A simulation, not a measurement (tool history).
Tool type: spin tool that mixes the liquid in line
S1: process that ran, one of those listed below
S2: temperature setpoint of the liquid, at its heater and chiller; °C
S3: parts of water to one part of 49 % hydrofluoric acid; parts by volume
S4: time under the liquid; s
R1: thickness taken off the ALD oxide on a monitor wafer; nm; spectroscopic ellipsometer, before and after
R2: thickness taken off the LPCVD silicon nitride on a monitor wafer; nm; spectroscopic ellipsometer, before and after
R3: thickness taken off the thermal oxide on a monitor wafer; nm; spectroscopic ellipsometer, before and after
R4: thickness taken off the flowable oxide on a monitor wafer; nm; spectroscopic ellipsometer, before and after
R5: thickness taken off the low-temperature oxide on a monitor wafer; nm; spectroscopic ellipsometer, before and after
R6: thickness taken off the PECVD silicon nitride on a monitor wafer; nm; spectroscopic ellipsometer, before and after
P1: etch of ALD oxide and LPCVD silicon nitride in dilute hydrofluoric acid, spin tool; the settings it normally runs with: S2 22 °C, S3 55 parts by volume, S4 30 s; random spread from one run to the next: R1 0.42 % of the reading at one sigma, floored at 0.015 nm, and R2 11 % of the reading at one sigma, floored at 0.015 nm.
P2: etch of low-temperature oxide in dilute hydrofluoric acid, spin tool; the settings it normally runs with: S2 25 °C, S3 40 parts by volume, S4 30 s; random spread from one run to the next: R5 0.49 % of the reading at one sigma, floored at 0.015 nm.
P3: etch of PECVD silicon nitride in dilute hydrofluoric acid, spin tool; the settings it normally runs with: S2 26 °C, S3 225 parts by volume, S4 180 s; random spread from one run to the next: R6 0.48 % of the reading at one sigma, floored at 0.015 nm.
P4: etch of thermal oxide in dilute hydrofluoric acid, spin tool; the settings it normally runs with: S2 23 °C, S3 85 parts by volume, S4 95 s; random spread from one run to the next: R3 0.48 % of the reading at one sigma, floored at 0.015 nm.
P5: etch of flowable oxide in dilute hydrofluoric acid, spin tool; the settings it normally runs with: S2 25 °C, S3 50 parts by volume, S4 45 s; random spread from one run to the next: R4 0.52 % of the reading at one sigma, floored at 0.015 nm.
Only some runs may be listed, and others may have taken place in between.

{"run": 1, "hour": 5.1, "S1": "P1", "S2": 22, "S3": 55, "S4": 30, "R1": 17.471, "R2": 0.24823}
{"run": 2, "hour": 8.7, "S1": "P1", "S2": 22, "S3": 55, "S4": 30, "R1": 17.561, "R2": 0.22466}
{"run": 3, "hour": 13.8, "S1": "P1", "S2": 29.5, "S3": 55, "S4": 45, "R1": 35.392, "R2": 0.62822}
{"run": 4, "hour": 17.4, "S1": "P4", "S2": 23, "S3": 85, "S4": 95, "R3": 5.2926}
{"run": 5, "hour": 21.8, "S1": "P1", "S2": 22, "S3": 100, "S4": 30, "R1": 9.166, "R2": 0.090601}
{"run": 6, "hour": 25.9, "S1": "P1", "S2": 26.5, "S3": 55, "S4": 30, "R1": 20.965, "R2": 0.31732}
{"run": 7, "hour": 30.8, "S1": "P5", "S2": 25, "S3": 75, "S4": 45, "R4": 25.356}
{"run": 8, "hour": 35.5, "S1": "P5", "S2": 25, "S3": 50, "S4": 45, "R4": 38.915}
{"run": 9, "hour": 40.5, "S1": "P2", "S2": 25, "S3": 40, "S4": 15, "R5": 7.7794}
{"run": 10, "hour": 43.0, "S1": "P5", "S2": 25, "S3": 50, "S4": 45, "R4": 38.76}
{"run": 11, "hour": 45.4, "S1": "P3", "S2": 26, "S3": 225, "S4": 180, "R6": 4.8574}
{"run": 12, "hour": 49.0, "S1": "P2", "S2": 17.5, "S3": 40, "S4": 30, "R5": 11.283}
{"run": 13, "hour": 51.7, "S1": "P4", "S2": 17, "S3": 85, "S4": 95, "R3": 4.0237}
{"run": 14, "hour": 55.6, "S1": "P2", "S2": 25, "S3": 40, "S4": 30, "R5": 15.492}
{"run": 15, "hour": 60.0, "S1": "P4", "S2": 23, "S3": 85, "S4": 95, "R3": 5.202}
{"run": 16, "hour": 64.3, "S1": "P1", "S2": 22, "S3": 25, "S4": 30, "R1": 39.663, "R2": 0.48171}
{"run": 17, "hour": 68.8, "S1": "P1", "S2": 22, "S3": 55, "S4": 30, "R1": 17.486, "R2": 0.16977}
{"run": 18, "hour": 71.6, "S1": "P1", "S2": 22, "S3": 55, "S4": 30, "R1": 17.466, "R2": 0.24876}
{"run": 19, "hour": 75.7, "S1": "P1", "S2": 22, "S3": 55, "S4": 15, "R1": 8.6971, "R2": 0.13754}
{"run": 20, "hour": 78.9, "S1": "P1", "S2": 22, "S3": 55, "S4": 55, "R1": 32.02, "R2": 0.51323}
{"run": 21, "hour": 81.2, "S1": "P3", "S2": 26, "S3": 225, "S4": 280, "R6": 7.5093}
{"run": 22, "hour": 83.6, "S1": "P1", "S2": 22, "S3": 55, "S4": 30, "R1": 17.484, "R2": 0.2819}
{"run": 23, "hour": 87.1, "S1": "P2", "S2": 25, "S3": 55, "S4": 30, "R5": 11.005}
{"run": 24, "hour": 91.5, "S1": "P5", "S2": 20.5, "S3": 50, "S4": 45, "R4": 32.288}
{"run": 25, "hour": 96.6, "S1": "P3", "S2": 33.5, "S3": 225, "S4": 180, "R6": 7.5289}
{"run": 26, "hour": 99.4, "S1": "P4", "S2": 23, "S3": 85, "S4": 15, "R3": 0.83389}
{"run": 27, "hour": 103.7, "S1": "P5", "S2": 25, "S3": 50, "S4": 15, "R4": 12.853}
{"run": 28, "hour": 108.7, "S1": "P4", "S2": 23, "S3": 50, "S4": 95, "R3": 9.2494}
{"run": 29, "hour": 111.3, "S1": "P1", "S2": 17, "S3": 55, "S4": 30, "R1": 14.122, "R2": 0.17567}
{"run": 30, "hour": 114.7, "S1": "P3", "S2": 26, "S3": 105, "S4": 180, "R6": 10.241}
{"run": 31, "hour": 117.4, "S1": "P1", "S2": 22, "S3": 55, "S4": 30, "R1": 17.6, "R2": 0.21669}
{"run": 32, "hour": 121.4, "S1": "P1", "S2": 22, "S3": 55, "S4": 30, "R1": 17.989, "R2": 0.25995}

Run 33 is up next; what results do you expect?
{"run": 33, "hour": 124.5, "S1": "P1", "S2": 22, "S3": 55, "S4": 30, "R1": "?", "R2": "?"}

R1: 18.277 nm
R2: 0.23238 nm
